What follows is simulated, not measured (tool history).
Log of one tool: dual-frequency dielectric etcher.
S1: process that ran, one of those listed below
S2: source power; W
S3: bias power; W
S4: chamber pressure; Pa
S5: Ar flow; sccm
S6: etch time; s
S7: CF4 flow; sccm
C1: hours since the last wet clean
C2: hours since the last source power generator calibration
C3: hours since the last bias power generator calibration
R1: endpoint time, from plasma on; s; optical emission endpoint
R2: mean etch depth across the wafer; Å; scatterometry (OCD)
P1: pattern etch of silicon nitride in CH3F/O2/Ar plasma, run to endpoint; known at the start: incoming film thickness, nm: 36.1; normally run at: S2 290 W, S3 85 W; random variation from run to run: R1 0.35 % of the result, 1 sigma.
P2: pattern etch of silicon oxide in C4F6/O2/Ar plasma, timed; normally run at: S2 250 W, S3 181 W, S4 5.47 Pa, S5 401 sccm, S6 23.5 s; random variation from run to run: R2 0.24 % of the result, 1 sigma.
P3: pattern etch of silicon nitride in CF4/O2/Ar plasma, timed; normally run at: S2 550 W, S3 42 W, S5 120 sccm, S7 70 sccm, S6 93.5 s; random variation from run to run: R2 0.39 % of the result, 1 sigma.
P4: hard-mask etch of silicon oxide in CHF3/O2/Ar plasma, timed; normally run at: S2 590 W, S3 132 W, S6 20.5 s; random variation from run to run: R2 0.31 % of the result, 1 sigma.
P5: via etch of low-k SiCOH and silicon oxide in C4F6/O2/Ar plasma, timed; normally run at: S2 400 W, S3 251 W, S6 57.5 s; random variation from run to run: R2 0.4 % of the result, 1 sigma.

| run | hour | S1 | S2 | S3 | S4 | S5 | S6 | S7 | C1 | C2 | C3 | R1 | R2 |
|---|---|---|---|---|---|---|---|---|---|---|---|---|---|
| 1 | 13.5 | P1 | 290 | 85 |  |  |  |  | 409.6 | 2298.3 | 2184.5 | 56.565 |  |
| 2 | 26.4 | P1 | 370 | 65 |  |  |  |  | 422.5 | 2311.2 | 2197.4 | 56.722 |  |
| 3 | 34.9 | P2 | 250 | 181 | 5.47 | 401 | 23.5 |  | 431 | 2319.7 | 2205.9 |  | 573.97 |
| 4 | 45.1 | P5 | 400 | 251 |  |  | 34 |  | 441.2 | 2329.9 | 2216.1 |  | 1064.4 |
| 5 | 58.8 | P2 | 250 | 181 | 5.47 | 287 | 23.5 |  | 454.9 | 2343.6 | 2229.8 |  | 595.12 |
| 6 | 71.7 | P4 | 590 | 170 |  |  | 20.5 |  | 467.8 | 2356.5 | 2242.7 |  | 397.44 |
| 7 | 86.7 | P3 | 550 | 42 |  | 81 | 93.5 | 70 | 482.8 | 2371.5 | 2257.7 |  | 1724.5 |
| 8 | 102.9 | P4 | 590 | 132 |  |  | 20.5 |  | 499 | 2387.7 | 2273.9 |  | 367.36 |
| 9 | 118.5 | P2 | 250 | 181 | 7.27 | 401 | 23.5 |  | 514.6 | 2403.3 | 2289.5 |  | 555.08 |
| 10 | 129.5 | P2 | 250 | 181 | 5.47 | 401 | 30.5 |  | 525.6 | 2414.3 | 2300.5 |  | 740.51 |
| 11 | 140.9 | P4 | 590 | 132 |  |  | 27 |  | 537 | 2425.7 | 2311.9 |  | 482.74 |
| 12 | 151.9 | P3 | 550 | 42 |  | 120 | 93.5 | 70 | 548 | 2436.7 | 2322.9 |  | 1644 |
| 13 | 164.6 | P1 | 290 | 85 |  |  |  |  | 560.7 | 2449.4 | 2335.6 | 56.33 |  |
| 14 | 181.3 | P1 | 290 | 85 |  |  |  |  | 577.4 | 2466.1 | 2352.3 | 56.695 |  |
| 15 | 197 | P3 | 550 | 42 |  | 120 | 93.5 | 89 | 593.1 | 2481.8 | 2368 |  | 1699 |
| 16 | 205.6 | P1 | 290 | 85 |  |  |  |  | 601.7 | 2490.4 | 2376.6 | 56.814 |  |
| 17 | 221.3 | P1 | 290 | 54 |  |  |  |  | 617.4 | 2506.1 | 2392.3 | 66.335 |  |
| 18 | 233.2 | P4 | 480 | 132 |  |  | 20.5 |  | 629.3 | 2518 | 2404.2 |  | 338.05 |
| 19 | 246.3 | P5 | 400 | 251 |  |  | 57.5 |  | 642.4 | 2531.1 | 2417.3 |  | 1810.4 |
| 20 | 263.6 | P1 | 290 | 85 |  |  |  |  | 659.7 | 2548.4 | 2434.6 | 56.293 |  |
| 21 | 280.3 | P1 | 290 | 118 |  |  |  |  | 676.4 | 2565.1 | 2451.3 | 49.944 |  |
| 22 | 295.5 | P5 | 260 | 251 |  |  | 57.5 |  | 691.6 | 2580.3 | 2466.5 |  | 1532 |
| 23 | 305.5 | P3 | 550 | 42 |  | 120 | 61.5 | 70 | 701.6 | 2590.3 | 2476.5 |  | 1071.8 |
| 24 | 322.4 | P1 | 230 | 85 |  |  |  |  | 718.5 | 2607.2 | 2493.4 | 61.967 |  |
| 25 | 333.1 | P2 | 180 | 181 | 5.47 | 401 | 23.5 |  | 729.2 | 2617.9 | 2504.1 |  | 504.48 |
| 26 | 350.6 | P3 | 550 | 42 |  | 120 | 93.5 | 70 | 746.7 | 2635.4 | 2521.6 |  | 1632.3 |
| 27 | 360.7 | P1 | 410 | 85 |  |  |  |  | 756.8 | 2645.5 | 2531.7 | 49.474 |  |
| 28 | 370.7 | P3 | 550 | 54 |  | 120 | 93.5 | 70 | 766.8 | 2655.5 | 2541.7 |  | 1794.7 |
| 29 | 385.9 | P2 | 250 | 231 | 5.47 | 401 | 23.5 |  | 782 | 2670.7 | 2556.9 |  | 625.24 |
| 30 | 394.9 | P1 | 190 | 63 |  |  |  |  | 791 | 2679.7 | 2565.9 | 74.168 |  |
| 31 | 408.7 | P5 | 400 | 179 |  |  | 57.5 |  | 804.8 | 2693.5 | 2579.7 |  | 1621.8 |
| 32 | 422.3 | P2 | 250 | 181 | 5.47 | 401 | 23.5 |  | 818.4 | 2707.1 | 2593.3 |  | 573.53 |
| 33 | 438.6 | P3 | 380 | 42 |  | 120 | 93.5 | 70 | 834.7 | 2723.4 | 2609.6 |  | 1182.8 |
| 34 | 448.4 | P5 | 400 | 251 |  |  | 57.5 |  | 844.5 | 2733.2 | 2619.4 |  | 1797.1 |
| 35 | 458.3 | P4 | 590 | 132 |  |  | 20.5 |  | 854.4 | 2743.1 | 2629.3 |  | 367.37 |
| 36 | 470 | P1 | 290 | 85 |  |  |  |  | 866.1 | 2754.8 | 2641 | 56.667 |  |
| 37 | 480.2 | P1 | 290 | 85 |  |  |  |  | 876.3 | 2765 | 2651.2 | 56.741 |  |
| 38 | 487.8 | P1 | 290 | 85 |  |  |  |  | 883.9 | 2772.6 | 2658.8 | 57.175 |  |
| 39 | 497.2 | P1 | 290 | 85 |  |  |  |  | 893.3 | 2782 | 2668.2 | 56.976 |  |
| 40 | 506.5 | P1 | 290 | 85 |  |  |  |  | 902.6 | 2791.3 | 2677.5 | 57.057 |  |
|  | 518 | wet clean of the chamber |
| 41 | 523.4 | P1 | 290 | 85 |  |  |  |  | 5.5 | 2808.2 | 2694.4 | 57.393 |  |
| 42 | 535.1 | P1 | 290 | 85 |  |  |  |  | 17.2 | 2819.9 | 2706.1 | 57.509 |  |
| 43 | 552.6 | P1 | 290 | 85 |  |  |  |  | 34.7 | 2837.4 | 2723.6 | 57.32 |  |
| 44 | 563.4 | P1 | 290 | 85 |  |  |  |  | 45.5 | 2848.2 | 2734.4 | 57.579 |  |
| 45 | 573.6 | P1 | 290 | 85 |  |  |  |  | 55.7 | 2858.4 | 2744.6 | 57.495 |  |

What P1 gives has crept away from where it was. These 2 causes fit the log equally well, each at the size given:
A: source power that arrives under what is set, % = 4.59
B: bias power that arrives under what is set, % = 4.73
The creep began at about hour 470.
Why every other cause is out:
chamber walls in a state that lowers the etch rate, %: serviced at hour 518, which brought nothing back

4 check runs are offered, each on 2 wafers whose results are averaged, their results left as question marks. Which one tells the causes apart?
| check 1 | 583.8 | P2 | 250 | 181 | 5.47 | 401 | 23.5 |  |  |  |  |  | ? |
| check 2 | 583.8 | P3 | 550 | 42 |  | 120 | 93.5 | 70 |  |  |  |  | ? |
| check 3 | 583.8 | P4 | 590 | 132 |  |  | 20.5 |  |  |  |  |  | ? |
| check 4 | 583.8 | P5 | 400 | 251 |  |  | 57.5 |  |  |  |  |  | ? |

What each check would give under each cause:
| check | result | if A | if B |
|---|---|---|---|
| check 1 | R2 | 563.69 | 565 |
| check 2 | R2 | 1567.3 | 1602.3 |
| check 3 | R2 | 360.32 | 361.45 |
| check 4 | R2 | 1767.5 | 1770.5 |
How far apart the two closest causes lie, in the result that separates them most: check 1 0.23 %; check 2 2.21 %; check 3 0.31 %; check 4 0.16 %
Check 2 tells the causes apart: in the others they would give nearly the same result.

Then check 2 was run and gave: R2 1576.5 Å. Which cause is it?

It is A: source power that arrives under what is set, %.
